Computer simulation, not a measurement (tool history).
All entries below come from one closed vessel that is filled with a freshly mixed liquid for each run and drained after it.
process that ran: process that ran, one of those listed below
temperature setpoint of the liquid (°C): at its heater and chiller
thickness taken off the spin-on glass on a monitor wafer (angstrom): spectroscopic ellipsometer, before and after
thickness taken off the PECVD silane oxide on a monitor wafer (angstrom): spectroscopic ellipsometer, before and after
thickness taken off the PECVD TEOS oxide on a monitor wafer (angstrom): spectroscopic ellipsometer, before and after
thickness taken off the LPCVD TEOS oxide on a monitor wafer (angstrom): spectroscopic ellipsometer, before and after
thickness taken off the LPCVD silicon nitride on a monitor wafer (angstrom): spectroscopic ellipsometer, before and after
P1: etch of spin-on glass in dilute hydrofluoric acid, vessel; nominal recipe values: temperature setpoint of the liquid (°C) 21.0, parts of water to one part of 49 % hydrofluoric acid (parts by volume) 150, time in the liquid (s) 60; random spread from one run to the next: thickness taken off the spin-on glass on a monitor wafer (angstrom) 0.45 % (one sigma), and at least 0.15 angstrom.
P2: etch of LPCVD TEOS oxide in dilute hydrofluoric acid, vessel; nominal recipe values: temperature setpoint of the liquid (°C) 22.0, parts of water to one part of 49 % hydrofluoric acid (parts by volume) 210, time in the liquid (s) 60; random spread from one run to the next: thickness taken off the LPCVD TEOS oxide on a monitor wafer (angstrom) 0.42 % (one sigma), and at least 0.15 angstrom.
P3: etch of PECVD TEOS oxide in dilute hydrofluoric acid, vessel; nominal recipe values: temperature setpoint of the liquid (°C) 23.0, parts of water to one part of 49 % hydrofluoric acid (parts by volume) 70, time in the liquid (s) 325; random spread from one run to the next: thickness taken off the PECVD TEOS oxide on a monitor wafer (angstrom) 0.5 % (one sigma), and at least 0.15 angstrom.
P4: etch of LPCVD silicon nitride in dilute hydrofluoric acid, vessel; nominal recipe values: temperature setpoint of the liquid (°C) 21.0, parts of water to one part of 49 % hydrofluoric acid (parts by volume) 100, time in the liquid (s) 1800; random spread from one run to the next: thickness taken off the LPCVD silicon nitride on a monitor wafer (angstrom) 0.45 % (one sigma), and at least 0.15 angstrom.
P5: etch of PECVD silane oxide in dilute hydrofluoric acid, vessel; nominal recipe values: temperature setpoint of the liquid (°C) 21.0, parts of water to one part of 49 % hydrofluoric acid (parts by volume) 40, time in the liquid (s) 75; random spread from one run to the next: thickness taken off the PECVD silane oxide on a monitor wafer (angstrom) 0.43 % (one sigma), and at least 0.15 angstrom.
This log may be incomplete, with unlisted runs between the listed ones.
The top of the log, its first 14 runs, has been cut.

run     day  process that ran  temperature setpoint of the liquid (°C)  parts of water to one part of 49 % hydrofluoric acid (parts by volume)  time in the liquid (s)  hours since the thermometer was replaced  hours since the hydrofluoric acid flow meter was replaced  thickness taken off the spin-on glass on a monitor wafer (angstrom)  thickness taken off the PECVD silane oxide on a monitor wafer (angstrom)  thickness taken off the PECVD TEOS oxide on a monitor wafer (angstrom)  thickness taken off the LPCVD TEOS oxide on a monitor wafer (angstrom)  thickness taken off the LPCVD silicon nitride on a monitor wafer (angstrom)
 15   6.408                P1                                     21.0                                                                     150                      60                                    1875.5                                                      530.1                                                              222.950
 16   6.912                P4                                     21.0                                                                     100                    1800                                    1887.6                                                      542.2                                                                                                                                                                                                                                                                                                                                                                      74.671
 17   7.288                P1                                     26.5                                                                      30                      60                                    1896.6                                                      551.2                                                             1623.100
 18   7.738                P1                                     21.0                                                                     150                      85                                    1907.4                                                      562.0                                                              315.650
 19   8.225                P4                                     17.0                                                                     100                    1800                                    1919.1                                                      573.7                                                                                                                                                                                                                                                                                                                                                                      57.141
 20   8.550                P2                                     22.0                                                                     210                     115                                    1926.9                                                      581.5                                                                                                                                                                                                                                                                                        105.400
 21   9.062                P5                                     21.0                                                                      20                      75                                    1939.2                                                      593.8                                                                                                                                         782.30
 22   9.312                P1                                     21.0                                                                     150                      60                                    1945.2                                                      599.8                                                              226.670
 23   9.812                P4                                     21.0                                                                     170                    1800                                    1957.2                                                      611.8                                                                                                                                                                                                                                                                                                                                                                      44.778
     10.046  -- hydrofluoric acid flow meter replaced
 24  10.279                P1                                     21.0                                                                     150                      30                                    1968.4                                                        5.7                                                              111.810
 25  10.562                P3                                     23.0                                                                      70                     325                                    1975.2                                                       12.5                                                                                                                                                                                                                 404.34
 26  10.892                P1                                     21.0                                                                     150                      60                                    1983.1                                                       20.4                                                              223.250
 27  11.458                P2                                     17.0                                                                     210                      60                                    1996.7                                                       34.0                                                                                                                                                                                                                                                                                         45.295
 28  11.812                P4                                     21.0                                                                     100                    1800                                    2005.2                                                       42.5                                                                                                                                                                                                                                                                                                                                                                      75.912
 29  12.267                P3                                     29.0                                                                      70                     325                                    2016.1                                                       53.4                                                                                                                                                                                                                 512.71
 30  12.654                P2                                     22.0                                                                     365                      60                                    2025.4                                                       62.7                                                                                                                                                                                                                                                                                         27.333
 31  12.942                P1                                     21.0                                                                     225                      60                                    2032.3                                                       69.6                                                              137.000
 32  13.379                P4                                     21.0                                                                     100                    3500                                    2042.8                                                       80.1                                                                                                                                                                                                                                                                                                                                                                     146.720

What does the tool deliver on the next run?
 33  13.833                P1                                     21.0                                                                     150                      60                                    2053.7                                                       91.0                                                                    ?

thickness taken off the spin-on glass on a monitor wafer (angstrom): 221.450
